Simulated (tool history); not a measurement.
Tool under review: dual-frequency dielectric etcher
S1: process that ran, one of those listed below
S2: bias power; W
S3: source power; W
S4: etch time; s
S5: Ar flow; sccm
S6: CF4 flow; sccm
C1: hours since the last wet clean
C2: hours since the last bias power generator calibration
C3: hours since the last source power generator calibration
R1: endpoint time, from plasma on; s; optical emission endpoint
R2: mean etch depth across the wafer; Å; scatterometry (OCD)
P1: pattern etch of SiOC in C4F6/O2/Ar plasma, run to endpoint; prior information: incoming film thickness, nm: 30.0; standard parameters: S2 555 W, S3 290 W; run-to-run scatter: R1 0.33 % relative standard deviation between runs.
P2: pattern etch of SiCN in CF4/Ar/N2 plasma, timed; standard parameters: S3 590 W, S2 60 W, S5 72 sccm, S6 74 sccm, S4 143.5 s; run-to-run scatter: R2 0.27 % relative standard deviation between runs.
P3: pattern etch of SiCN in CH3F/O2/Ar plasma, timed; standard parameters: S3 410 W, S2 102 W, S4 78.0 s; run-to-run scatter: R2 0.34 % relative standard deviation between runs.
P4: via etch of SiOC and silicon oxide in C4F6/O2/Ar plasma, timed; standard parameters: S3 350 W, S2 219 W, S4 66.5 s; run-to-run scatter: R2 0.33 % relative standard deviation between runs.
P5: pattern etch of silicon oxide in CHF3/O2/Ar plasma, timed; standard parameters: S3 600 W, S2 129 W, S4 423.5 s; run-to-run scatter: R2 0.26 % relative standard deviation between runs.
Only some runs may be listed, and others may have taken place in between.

| run | day | S1 | S2 | S3 | S4 | S5 | S6 | C1 | C2 | C3 | R1 | R2 |
|---|---|---|---|---|---|---|---|---|---|---|---|---|
| 1 | 0.558 | P1 | 555 | 290 |  |  |  | 342.3 | 1886.4 | 721.4 | 11.250 |  |
| 2 | 1.179 | P5 | 179 | 600 | 423.5 |  |  | 357.2 | 1901.3 | 736.3 |  | 8288.00 |
| 3 | 1.504 | P4 | 219 | 350 | 66.5 |  |  | 365.0 | 1909.1 | 744.1 |  | 751.04 |
| 4 | 1.929 | P2 | 60 | 480 | 143.5 | 72 | 74 | 375.2 | 1919.3 | 754.3 |  | 1287.20 |
| 5 | 2.496 | P1 | 368 | 290 |  |  |  | 388.8 | 1932.9 | 767.9 | 13.116 |  |
| 6 | 3.108 | P3 | 143 | 410 | 78.0 |  |  | 403.5 | 1947.6 | 782.6 |  | 389.30 |
| 7 | 3.592 | P3 | 102 | 530 | 78.0 |  |  | 415.1 | 1959.2 | 794.2 |  | 373.35 |
| 8 | 4.050 | P3 | 102 | 410 | 48.5 |  |  | 426.1 | 1970.2 | 805.2 |  | 212.94 |
| 9 | 4.392 | P2 | 60 | 590 | 143.5 | 72 | 74 | 434.3 | 1978.4 | 813.4 |  | 1539.00 |
| 10 | 4.904 | P1 | 555 | 290 |  |  |  | 446.6 | 1990.7 | 825.7 | 11.296 |  |
| 11 | 5.617 | P5 | 129 | 600 | 423.5 |  |  | 463.7 | 2007.8 | 842.8 |  | 7459.10 |
| 12 | 5.996 | P2 | 60 | 590 | 80.5 | 72 | 74 | 472.8 | 2016.9 | 851.9 |  | 867.83 |
| 13 | 6.396 | P4 | 219 | 350 | 66.5 |  |  | 482.4 | 2026.5 | 861.5 |  | 749.64 |
| 14 | 7.092 | P1 | 671 | 290 |  |  |  | 499.1 | 2043.2 | 878.2 | 10.427 |  |
| 15 | 7.467 | P2 | 60 | 590 | 143.5 | 72 | 44 | 508.1 | 2052.2 | 887.2 |  | 1423.80 |
| 16 | 7.908 | P1 | 555 | 230 |  |  |  | 518.7 | 2062.8 | 897.8 | 12.259 |  |
| 17 | 8.250 | P2 | 42 | 590 | 143.5 | 72 | 74 | 526.9 | 2071.0 | 906.0 |  | 1389.50 |
| 18 | 8.862 | P1 | 424 | 210 |  |  |  | 541.6 | 2085.7 | 920.7 | 14.053 |  |
| 19 | 9.462 | P1 | 555 | 380 |  |  |  | 556.0 | 2100.1 | 935.1 | 10.175 |  |
| 20 | 10.092 | P2 | 60 | 590 | 143.5 | 72 | 74 | 571.1 | 2115.2 | 950.2 |  | 1539.60 |
| 21 | 10.454 | P5 | 129 | 600 | 622.5 |  |  | 579.8 | 2123.9 | 958.9 |  | 10930.00 |
| 22 | 11.167 | P1 | 415 | 350 |  |  |  | 596.9 | 2141.0 | 976.0 | 11.686 |  |
| 23 | 11.808 | P4 | 219 | 220 | 66.5 |  |  | 612.3 | 2156.4 | 991.4 |  | 630.34 |
| 24 | 12.321 | P1 | 555 | 290 |  |  |  | 624.6 | 2168.7 | 1003.7 | 11.224 |  |
| 25 | 12.938 | P1 | 555 | 290 |  |  |  | 639.4 | 2183.5 | 1018.5 | 11.333 |  |
| 26 | 13.279 | P4 | 152 | 350 | 66.5 |  |  | 647.6 | 2191.7 | 1026.7 |  | 666.41 |
| 27 | 13.938 | P2 | 60 | 590 | 143.5 | 100 | 74 | 663.4 | 2207.5 | 1042.5 |  | 1464.60 |
| 28 | 14.496 | P1 | 555 | 290 |  |  |  | 676.8 | 2220.9 | 1055.9 | 11.195 |  |
| 29 | 15.204 | P1 | 555 | 290 |  |  |  | 693.8 | 2237.9 | 1072.9 | 11.224 |  |
| 30 | 15.596 | P4 | 219 | 350 | 39.5 |  |  | 703.2 | 2247.3 | 1082.3 |  | 444.71 |
| 31 | 16.154 | P3 | 102 | 410 | 78.0 |  |  | 716.6 | 2260.7 | 1095.7 |  | 338.77 |
| 32 | 16.742 | P5 | 129 | 850 | 423.5 |  |  | 730.7 | 2274.8 | 1109.8 |  | 8515.90 |
| 33 | 17.388 | P1 | 555 | 290 |  |  |  | 746.2 | 2290.3 | 1125.3 | 11.308 |  |
| 34 | 17.871 | P1 | 555 | 290 |  |  |  | 757.8 | 2301.9 | 1136.9 | 11.306 |  |
| 35 | 18.612 | P1 | 555 | 290 |  |  |  | 775.6 | 2319.7 | 1154.7 | 11.369 |  |
| 36 | 19.054 | P1 | 555 | 290 |  |  |  | 786.2 | 2330.3 | 1165.3 | 11.353 |  |
| 37 | 19.604 | P1 | 555 | 290 |  |  |  | 799.4 | 2343.5 | 1178.5 | 11.429 |  |
| 38 | 19.996 | P1 | 555 | 290 |  |  |  | 808.8 | 2352.9 | 1187.9 | 11.511 |  |
|  | 20.342 | wet clean of the chamber |
| 39 | 20.658 | P1 | 555 | 290 |  |  |  | 7.7 | 2368.8 | 1203.8 | 11.476 |  |
| 40 | 21.246 | P1 | 555 | 290 |  |  |  | 21.8 | 2382.9 | 1217.9 | 11.423 |  |
| 41 | 21.892 | P1 | 555 | 290 |  |  |  | 37.3 | 2398.4 | 1233.4 | 11.516 |  |
| 42 | 22.367 | P1 | 555 | 290 |  |  |  | 48.7 | 2409.8 | 1244.8 | 11.464 |  |
| 43 | 23.096 | P1 | 555 | 290 |  |  |  | 66.2 | 2427.3 | 1262.3 | 11.526 |  |
| 44 | 23.775 | P1 | 555 | 290 |  |  |  | 82.5 | 2443.6 | 1278.6 | 11.496 |  |

The log shows P1 creeping away from where it was. Any of the 2 causes listed here, at the size stated for it, fits the log just as well as the others:
A: source power that arrives under what is set, % = 4.63
B: bias power that arrives under what is set, % = 4.42
The onset of the drift is placed at about day 17.388.
Why every other cause is out:
chamber walls in a state that lowers the etch rate, %: serviced at day 20.342, after the drift had started, without restoring the earlier output

The check runs listed below each take one wafer, and their results are still question marks. Under which run would the listed causes lead to clearly different results?
| check 1 | 24.454 | P2 | 60 | 590 | 90.5 | 100 | 74 |  |  |  |  | ? |
| check 2 | 24.454 | P5 | 176 | 600 | 610.0 |  |  |  |  |  |  | ? |
| check 3 | 24.454 | P3 | 135 | 530 | 78.0 |  |  |  |  |  |  | ? |
| check 4 | 24.454 | P4 | 219 | 350 | 53.5 |  |  |  |  |  |  | ? |

What each check would give under each cause:
| check | result | if A | if B |
|---|---|---|---|
| check 1 | R2 | 888.19 | 912.94 |
| check 2 | R2 | 11665.00 | 11701.00 |
| check 3 | R2 | 409.28 | 409.16 |
| check 4 | R2 | 593.07 | 594.79 |
Separation of the two closest causes in each check, using whichever result separates them best: check 1 2.75 %; check 2 0.31 %; check 3 0.03 %; check 4 0.29 %
The other checks would show nearly matching results whichever cause is true, so check 1 is the only one that separates the causes.

The results of check 1 are: R2 887.11 Å. Based on these, which of the listed causes is it?

The cause is A: source power that arrives under what is set, %.

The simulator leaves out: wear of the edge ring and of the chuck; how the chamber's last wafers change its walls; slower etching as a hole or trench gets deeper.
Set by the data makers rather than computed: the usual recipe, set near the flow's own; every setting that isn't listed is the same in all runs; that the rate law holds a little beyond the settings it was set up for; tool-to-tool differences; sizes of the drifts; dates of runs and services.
